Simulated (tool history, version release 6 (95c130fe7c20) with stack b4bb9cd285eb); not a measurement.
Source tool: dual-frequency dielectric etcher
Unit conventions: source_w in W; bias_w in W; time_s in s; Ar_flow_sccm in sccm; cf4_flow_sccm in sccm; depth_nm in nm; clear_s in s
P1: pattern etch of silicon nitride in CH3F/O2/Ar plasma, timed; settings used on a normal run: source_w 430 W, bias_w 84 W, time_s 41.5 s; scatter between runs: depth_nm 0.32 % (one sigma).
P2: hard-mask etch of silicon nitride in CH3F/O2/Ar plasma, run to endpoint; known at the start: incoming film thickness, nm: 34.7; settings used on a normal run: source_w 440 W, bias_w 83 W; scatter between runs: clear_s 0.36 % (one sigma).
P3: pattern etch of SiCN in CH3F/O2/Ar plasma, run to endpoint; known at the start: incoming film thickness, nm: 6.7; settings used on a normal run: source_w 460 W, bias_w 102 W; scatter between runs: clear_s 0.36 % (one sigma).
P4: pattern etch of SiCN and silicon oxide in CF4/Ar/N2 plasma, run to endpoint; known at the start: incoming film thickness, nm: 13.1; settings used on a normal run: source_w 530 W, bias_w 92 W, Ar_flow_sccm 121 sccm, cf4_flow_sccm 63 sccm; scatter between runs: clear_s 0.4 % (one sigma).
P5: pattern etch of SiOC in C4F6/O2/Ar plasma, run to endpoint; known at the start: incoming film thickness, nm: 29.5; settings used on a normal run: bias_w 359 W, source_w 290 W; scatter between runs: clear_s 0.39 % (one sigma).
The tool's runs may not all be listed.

run 1 hour=3.7 | process=P1 source_w=430 bias_w=84 time_s=41.5 | depth_nm=31.712
run 2 hour=11.4 | process=P2 source_w=300 bias_w=83 | clear_s=53.554
run 3 hour=16.7 | process=P1 source_w=340 bias_w=67 time_s=41.5 | depth_nm=26.807
-- hour=19.9 wet clean of the chamber
run 4 hour=22.0 | process=P1 source_w=530 bias_w=84 time_s=41.5 | depth_nm=34.588
run 5 hour=29.6 | process=P4 source_w=650 bias_w=92 Ar_flow_sccm=121 cf4_flow_sccm=63 | clear_s=10.745
run 6 hour=35.9 | process=P3 source_w=460 bias_w=102 | clear_s=14.565
run 7 hour=39.6 | process=P3 source_w=280 bias_w=102 | clear_s=17.499
run 8 hour=47.2 | process=P1 source_w=430 bias_w=114 time_s=41.5 | depth_nm=35.381
run 9 hour=51.7 | process=P1 source_w=430 bias_w=84 time_s=41.5 | depth_nm=31.880
run 10 hour=57.0 | process=P1 source_w=430 bias_w=84 time_s=60.5 | depth_nm=46.467
run 11 hour=63.0 | process=P1 source_w=430 bias_w=84 time_s=41.5 | depth_nm=31.762
run 12 hour=66.6 | process=P4 source_w=530 bias_w=92 Ar_flow_sccm=121 cf4_flow_sccm=63 | clear_s=12.798
run 13 hour=71.0 | process=P4 source_w=530 bias_w=92 Ar_flow_sccm=121 cf4_flow_sccm=63 | clear_s=12.827
run 14 hour=75.7 | process=P1 source_w=430 bias_w=84 time_s=41.5 | depth_nm=31.629
run 15 hour=84.0 | process=P2 source_w=440 bias_w=83 | clear_s=46.388
run 16 hour=88.5 | process=P1 source_w=330 bias_w=84 time_s=41.5 | depth_nm=28.754
run 17 hour=96.8 | process=P4 source_w=530 bias_w=92 Ar_flow_sccm=154 cf4_flow_sccm=63 | clear_s=13.349
run 18 hour=101.2 | process=P1 source_w=430 bias_w=84 time_s=27.5 | depth_nm=21.001
run 19 hour=108.7 | process=P5 source_w=290 bias_w=359 | clear_s=13.087
run 20 hour=114.3 | process=P1 source_w=430 bias_w=62 time_s=33.0 | depth_nm=22.706
run 21 hour=120.5 | process=P1 source_w=430 bias_w=65 time_s=41.5 | depth_nm=29.199
run 22 hour=124.5 | process=P1 source_w=430 bias_w=84 time_s=41.5 | depth_nm=31.694
run 23 hour=132.2 | process=P5 source_w=200 bias_w=359 | clear_s=15.122
run 24 hour=137.3 | process=P2 source_w=440 bias_w=83 | clear_s=46.150
run 25 hour=142.3 | process=P3 source_w=460 bias_w=102 | clear_s=14.665
run 26 hour=146.9 | process=P3 source_w=460 bias_w=130 | clear_s=13.281
run 27 hour=152.8 | process=P4 source_w=530 bias_w=68 Ar_flow_sccm=121 cf4_flow_sccm=63 | clear_s=14.299
run 28 hour=160.3 | process=P2 source_w=440 bias_w=49 | clear_s=55.173
run 29 hour=167.8 | process=P4 source_w=530 bias_w=92 Ar_flow_sccm=121 cf4_flow_sccm=41 | clear_s=13.767
run 30 hour=175.7 | process=P1 source_w=500 bias_w=84 time_s=23.0 | depth_nm=18.648

Run 31, settings as shown, results not yet in. Your forecast:
run 31 hour=182.6 | process=P5 source_w=290 bias_w=249 | clear_s=?

clear_s: 14.952 s

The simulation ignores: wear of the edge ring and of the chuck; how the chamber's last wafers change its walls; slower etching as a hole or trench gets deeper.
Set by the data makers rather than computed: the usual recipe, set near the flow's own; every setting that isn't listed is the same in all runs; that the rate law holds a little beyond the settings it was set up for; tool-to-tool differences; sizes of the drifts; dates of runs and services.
